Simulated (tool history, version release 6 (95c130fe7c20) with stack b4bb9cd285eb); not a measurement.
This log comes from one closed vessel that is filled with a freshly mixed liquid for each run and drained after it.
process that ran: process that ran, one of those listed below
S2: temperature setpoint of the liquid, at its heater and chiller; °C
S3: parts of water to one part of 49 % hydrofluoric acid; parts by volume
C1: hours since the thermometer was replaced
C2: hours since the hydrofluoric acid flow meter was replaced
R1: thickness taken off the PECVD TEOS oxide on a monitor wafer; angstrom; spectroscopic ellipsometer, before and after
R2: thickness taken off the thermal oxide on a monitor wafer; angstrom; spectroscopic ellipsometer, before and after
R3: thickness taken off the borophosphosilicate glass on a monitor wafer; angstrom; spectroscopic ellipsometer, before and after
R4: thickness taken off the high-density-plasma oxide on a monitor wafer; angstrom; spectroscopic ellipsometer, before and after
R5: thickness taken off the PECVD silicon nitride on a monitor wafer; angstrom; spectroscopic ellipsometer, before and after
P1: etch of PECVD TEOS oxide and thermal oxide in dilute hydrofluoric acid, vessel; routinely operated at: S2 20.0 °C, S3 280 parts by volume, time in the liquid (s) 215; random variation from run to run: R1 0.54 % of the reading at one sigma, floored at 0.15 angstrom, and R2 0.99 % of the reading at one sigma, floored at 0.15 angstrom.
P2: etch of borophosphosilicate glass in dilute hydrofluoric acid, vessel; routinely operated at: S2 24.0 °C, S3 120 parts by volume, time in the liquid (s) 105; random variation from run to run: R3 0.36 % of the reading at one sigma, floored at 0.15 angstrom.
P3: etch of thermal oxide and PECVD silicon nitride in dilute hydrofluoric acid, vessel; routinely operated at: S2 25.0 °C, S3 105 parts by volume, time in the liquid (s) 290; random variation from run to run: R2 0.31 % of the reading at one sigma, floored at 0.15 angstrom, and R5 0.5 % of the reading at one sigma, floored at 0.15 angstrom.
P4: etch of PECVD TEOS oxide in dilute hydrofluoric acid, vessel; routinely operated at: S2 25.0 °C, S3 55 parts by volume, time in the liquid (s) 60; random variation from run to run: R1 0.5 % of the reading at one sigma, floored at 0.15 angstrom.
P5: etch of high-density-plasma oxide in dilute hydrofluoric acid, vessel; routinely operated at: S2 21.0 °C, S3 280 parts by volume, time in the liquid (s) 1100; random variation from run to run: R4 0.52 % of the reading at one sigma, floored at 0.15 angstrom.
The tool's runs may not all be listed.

run 1 hour=5.1 | process_that_ran=P1 S2=20.0 S3=280 time_in_the_liquid_(s)=215 | C1=1044.6 C2=1186.8 | R1=96.625 R2=27.5680
run 2 hour=11.5 | process_that_ran=P4 S2=25.0 S3=100 time_in_the_liquid_(s)=60 | C1=1051.0 C2=1193.2 | R1=96.489
run 3 hour=17.0 | process_that_ran=P4 S2=32.0 S3=55 time_in_the_liquid_(s)=60 | C1=1056.5 C2=1198.7 | R1=247.230
run 4 hour=23.2 | process_that_ran=P2 S2=24.0 S3=165 time_in_the_liquid_(s)=105 | C1=1062.7 C2=1204.9 | R3=261.64
run 5 hour=28.1 | process_that_ran=P1 S2=20.0 S3=280 time_in_the_liquid_(s)=350 | C1=1067.6 C2=1209.8 | R1=156.020 R2=46.0900
run 6 hour=33.7 | process_that_ran=P2 S2=28.5 S3=120 time_in_the_liquid_(s)=105 | C1=1073.2 C2=1215.4 | R3=452.78
run 7 hour=38.7 | process_that_ran=P5 S2=21.0 S3=280 time_in_the_liquid_(s)=1780 | C1=1078.2 C2=1220.4 | R4=393.32
run 8 hour=42.8 | process_that_ran=P1 S2=20.0 S3=280 time_in_the_liquid_(s)=75 | C1=1082.3 C2=1224.5 | R1=33.759 R2=9.7448
-- hour=46.7 hydrofluoric acid flow meter replaced
run 9 hour=47.7 | process_that_ran=P1 S2=20.0 S3=280 time_in_the_liquid_(s)=215 | C1=1087.2 C2=1.0 | R1=97.791 R2=27.8800
run 10 hour=52.7 | process_that_ran=P1 S2=20.0 S3=75 time_in_the_liquid_(s)=215 | C1=1092.2 C2=6.0 | R1=443.330 R2=128.1600
run 11 hour=57.8 | process_that_ran=P3 S2=25.0 S3=105 time_in_the_liquid_(s)=85 | C1=1097.3 C2=11.1 | R2=41.3200 R5=16.264
run 12 hour=63.1 | process_that_ran=P3 S2=25.0 S3=105 time_in_the_liquid_(s)=290 | C1=1102.6 C2=16.4 | R2=142.8700 R5=54.395
-- hour=65.1 thermometer replaced
run 13 hour=67.2 | process_that_ran=P4 S2=25.0 S3=55 time_in_the_liquid_(s)=60 | C1=2.2 C2=20.5 | R1=185.270
run 14 hour=71.8 | process_that_ran=P1 S2=25.5 S3=455 time_in_the_liquid_(s)=215 | C1=6.8 C2=25.1 | R1=61.401 R2=17.5820
run 15 hour=75.1 | process_that_ran=P1 S2=25.5 S3=280 time_in_the_liquid_(s)=215 | C1=10.1 C2=28.4 | R1=118.390 R2=33.7390
run 16 hour=78.6 | process_that_ran=P1 S2=20.0 S3=280 time_in_the_liquid_(s)=215 | C1=13.6 C2=31.9 | R1=96.211 R2=27.2390
run 17 hour=84.9 | process_that_ran=P4 S2=25.0 S3=55 time_in_the_liquid_(s)=95 | C1=19.9 C2=38.2 | R1=296.520
run 18 hour=90.4 | process_that_ran=P5 S2=17.0 S3=280 time_in_the_liquid_(s)=1100 | C1=25.4 C2=43.7 | R4=207.73
run 19 hour=96.0 | process_that_ran=P2 S2=24.0 S3=120 time_in_the_liquid_(s)=105 | C1=31.0 C2=49.3 | R3=381.56
run 20 hour=101.7 | process_that_ran=P4 S2=25.0 S3=55 time_in_the_liquid_(s)=60 | C1=36.7 C2=55.0 | R1=185.180
run 21 hour=104.8 | process_that_ran=P2 S2=24.0 S3=120 time_in_the_liquid_(s)=190 | C1=39.8 C2=58.1 | R3=686.13
run 22 hour=107.6 | process_that_ran=P1 S2=17.0 S3=280 time_in_the_liquid_(s)=215 | C1=42.6 C2=60.9 | R1=86.512 R2=24.6550
run 23 hour=112.6 | process_that_ran=P3 S2=25.0 S3=175 time_in_the_liquid_(s)=290 | C1=47.6 C2=65.9 | R2=79.1940 R5=32.918
run 24 hour=116.1 | process_that_ran=P5 S2=21.0 S3=410 time_in_the_liquid_(s)=1100 | C1=51.1 C2=69.4 | R4=149.13
run 25 hour=119.2 | process_that_ran=P1 S2=20.0 S3=455 time_in_the_liquid_(s)=215 | C1=54.2 C2=72.5 | R1=51.665 R2=14.8930
run 26 hour=122.1 | process_that_ran=P3 S2=19.0 S3=105 time_in_the_liquid_(s)=290 | C1=57.1 C2=75.4 | R2=112.1800 R5=36.890
run 27 hour=127.5 | process_that_ran=P5 S2=21.0 S3=280 time_in_the_liquid_(s)=1100 | C1=62.5 C2=80.8 | R4=242.31
run 28 hour=132.6 | process_that_ran=P1 S2=20.0 S3=280 time_in_the_liquid_(s)=215 | C1=67.6 C2=85.9 | R1=95.829 R2=28.2220
run 29 hour=136.3 | process_that_ran=P1 S2=20.0 S3=280 time_in_the_liquid_(s)=215 | C1=71.3 C2=89.6 | R1=97.661 R2=28.0070
run 30 hour=140.3 | process_that_ran=P1 S2=20.0 S3=280 time_in_the_liquid_(s)=215 | C1=75.3 C2=93.6 | R1=93.474 R2=26.8880
run 31 hour=144.7 | process_that_ran=P1 S2=20.0 S3=280 time_in_the_liquid_(s)=215 | C1=79.7 C2=98.0 | R1=91.699 R2=26.7540

Estimate the outcome of run 32 from the log above:
run 32 hour=147.9 | process_that_ran=P1 S2=20.0 S3=280 time_in_the_liquid_(s)=215 | C1=82.9 C2=101.2 | R1=? R2=?

{"run 32": {"R1": 91.297, "R2": 26.197}}
